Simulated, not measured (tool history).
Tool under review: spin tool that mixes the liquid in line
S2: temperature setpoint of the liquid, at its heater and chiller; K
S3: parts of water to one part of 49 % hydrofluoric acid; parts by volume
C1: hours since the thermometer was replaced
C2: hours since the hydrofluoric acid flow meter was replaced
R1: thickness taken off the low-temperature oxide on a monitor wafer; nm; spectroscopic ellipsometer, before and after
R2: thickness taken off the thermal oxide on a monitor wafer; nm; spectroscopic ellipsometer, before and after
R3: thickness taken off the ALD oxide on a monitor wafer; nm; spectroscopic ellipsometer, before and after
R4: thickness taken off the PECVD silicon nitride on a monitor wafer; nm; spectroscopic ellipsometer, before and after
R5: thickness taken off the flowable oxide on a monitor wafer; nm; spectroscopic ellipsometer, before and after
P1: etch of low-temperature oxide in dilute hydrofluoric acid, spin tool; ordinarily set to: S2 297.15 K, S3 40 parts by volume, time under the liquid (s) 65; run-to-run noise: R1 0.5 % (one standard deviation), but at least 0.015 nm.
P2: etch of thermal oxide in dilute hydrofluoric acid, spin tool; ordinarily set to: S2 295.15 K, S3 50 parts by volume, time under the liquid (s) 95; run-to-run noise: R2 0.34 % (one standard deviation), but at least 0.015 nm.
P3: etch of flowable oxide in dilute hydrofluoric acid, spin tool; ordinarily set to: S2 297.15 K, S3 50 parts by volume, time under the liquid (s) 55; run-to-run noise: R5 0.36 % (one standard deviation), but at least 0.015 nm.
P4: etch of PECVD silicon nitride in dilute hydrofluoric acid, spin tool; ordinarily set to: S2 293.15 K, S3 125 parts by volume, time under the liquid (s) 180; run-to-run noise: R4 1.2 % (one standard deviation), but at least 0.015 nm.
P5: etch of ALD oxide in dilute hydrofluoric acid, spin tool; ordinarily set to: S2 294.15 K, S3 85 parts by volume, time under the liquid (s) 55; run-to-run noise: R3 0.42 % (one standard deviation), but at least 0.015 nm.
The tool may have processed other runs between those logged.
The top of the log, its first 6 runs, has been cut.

{"run": 7, "hour": 24.3, "process that ran": "P3", "S2": 297.15, "S3": 50, "time under the liquid (s)": 105, "C1": 1352.0, "C2": 405.5, "R5": 47.741}
{"run": 8, "hour": 27.7, "process that ran": "P1", "S2": 305.15, "S3": 40, "time under the liquid (s)": 65, "C1": 1355.4, "C2": 408.9, "R1": 81.105}
{"run": 9, "hour": 30.1, "process that ran": "P4", "S2": 293.15, "S3": 125, "time under the liquid (s)": 180, "C1": 1357.8, "C2": 411.3, "R4": 2.0294}
{"run": 10, "hour": 33.3, "process that ran": "P3", "S2": 304.65, "S3": 50, "time under the liquid (s)": 55, "C1": 1361.0, "C2": 414.5, "R5": 33.865}
{"run": 11, "hour": 38.1, "process that ran": "P4", "S2": 293.15, "S3": 40, "time under the liquid (s)": 180, "C1": 1365.8, "C2": 419.3, "R4": 6.1715}
{"run": 12, "hour": 40.5, "process that ran": "P1", "S2": 297.15, "S3": 40, "time under the liquid (s)": 65, "C1": 1368.2, "C2": 421.7, "R1": 59.105}
{"run": 13, "hour": 43.2, "process that ran": "P5", "S2": 294.15, "S3": 85, "time under the liquid (s)": 55, "C1": 1370.9, "C2": 424.4, "R3": 19.44}
{"run": 14, "hour": 47.0, "process that ran": "P5", "S2": 290.15, "S3": 85, "time under the liquid (s)": 55, "C1": 1374.7, "C2": 428.2, "R3": 16.243}
{"run": 15, "hour": 49.3, "process that ran": "P1", "S2": 297.15, "S3": 40, "time under the liquid (s)": 30, "C1": 1377.0, "C2": 430.5, "R1": 27.401}
{"run": 16, "hour": 52.7, "process that ran": "P3", "S2": 297.15, "S3": 50, "time under the liquid (s)": 55, "C1": 1380.4, "C2": 433.9, "R5": 25.093}
{"run": 17, "hour": 56.7, "process that ran": "P2", "S2": 302.15, "S3": 50, "time under the liquid (s)": 95, "C1": 1384.4, "C2": 437.9, "R2": 10.989}
{"run": 18, "hour": 59.1, "process that ran": "P2", "S2": 295.15, "S3": 50, "time under the liquid (s)": 185, "C1": 1386.8, "C2": 440.3, "R2": 16.077}
{"run": 19, "hour": 61.5, "process that ran": "P2", "S2": 295.15, "S3": 25, "time under the liquid (s)": 95, "C1": 1389.2, "C2": 442.7, "R2": 17.215}
{"run": 20, "hour": 64.1, "process that ran": "P1", "S2": 297.15, "S3": 40, "time under the liquid (s)": 65, "C1": 1391.8, "C2": 445.3, "R1": 59.397}
{"run": 21, "hour": 66.3, "process that ran": "P1", "S2": 297.15, "S3": 20, "time under the liquid (s)": 15, "C1": 1394.0, "C2": 447.5, "R1": 28.187}
{"run": 22, "hour": 69.5, "process that ran": "P1", "S2": 297.15, "S3": 25, "time under the liquid (s)": 65, "C1": 1397.2, "C2": 450.7, "R1": 96.414}
{"run": 23, "hour": 73.0, "process that ran": "P3", "S2": 297.15, "S3": 20, "time under the liquid (s)": 55, "C1": 1400.7, "C2": 454.2, "R5": 65.42}
{"run": 24, "hour": 76.8, "process that ran": "P1", "S2": 297.15, "S3": 40, "time under the liquid (s)": 65, "C1": 1404.5, "C2": 458.0, "R1": 59.156}
{"run": 25, "hour": 80.8, "process that ran": "P5", "S2": 294.15, "S3": 135, "time under the liquid (s)": 55, "C1": 1408.5, "C2": 462.0, "R3": 11.528}
{"run": 26, "hour": 84.4, "process that ran": "P1", "S2": 297.15, "S3": 40, "time under the liquid (s)": 65, "C1": 1412.1, "C2": 465.6, "R1": 58.742}
{"run": 27, "hour": 88.3, "process that ran": "P4", "S2": 301.15, "S3": 125, "time under the liquid (s)": 180, "C1": 1416.0, "C2": 469.5, "R4": 3.415}
{"run": 28, "hour": 92.6, "process that ran": "P1", "S2": 291.15, "S3": 40, "time under the liquid (s)": 65, "C1": 1420.3, "C2": 473.8, "R1": 46.063}
{"run": 29, "hour": 95.2, "process that ran": "P1", "S2": 297.15, "S3": 40, "time under the liquid (s)": 65, "C1": 1422.9, "C2": 476.4, "R1": 58.847}
{"run": 30, "hour": 97.6, "process that ran": "P1", "S2": 297.15, "S3": 40, "time under the liquid (s)": 65, "C1": 1425.3, "C2": 478.8, "R1": 60.632}
{"run": 31, "hour": 101.0, "process that ran": "P1", "S2": 297.15, "S3": 40, "time under the liquid (s)": 65, "C1": 1428.7, "C2": 482.2, "R1": 61.678}

Expected results for the next run?
{"run": 32, "hour": 105.6, "process that ran": "P1", "S2": 297.15, "S3": 40, "time under the liquid (s)": 65, "C1": 1433.3, "C2": 486.8, "R1": "?"}

R1: 62.578 nm

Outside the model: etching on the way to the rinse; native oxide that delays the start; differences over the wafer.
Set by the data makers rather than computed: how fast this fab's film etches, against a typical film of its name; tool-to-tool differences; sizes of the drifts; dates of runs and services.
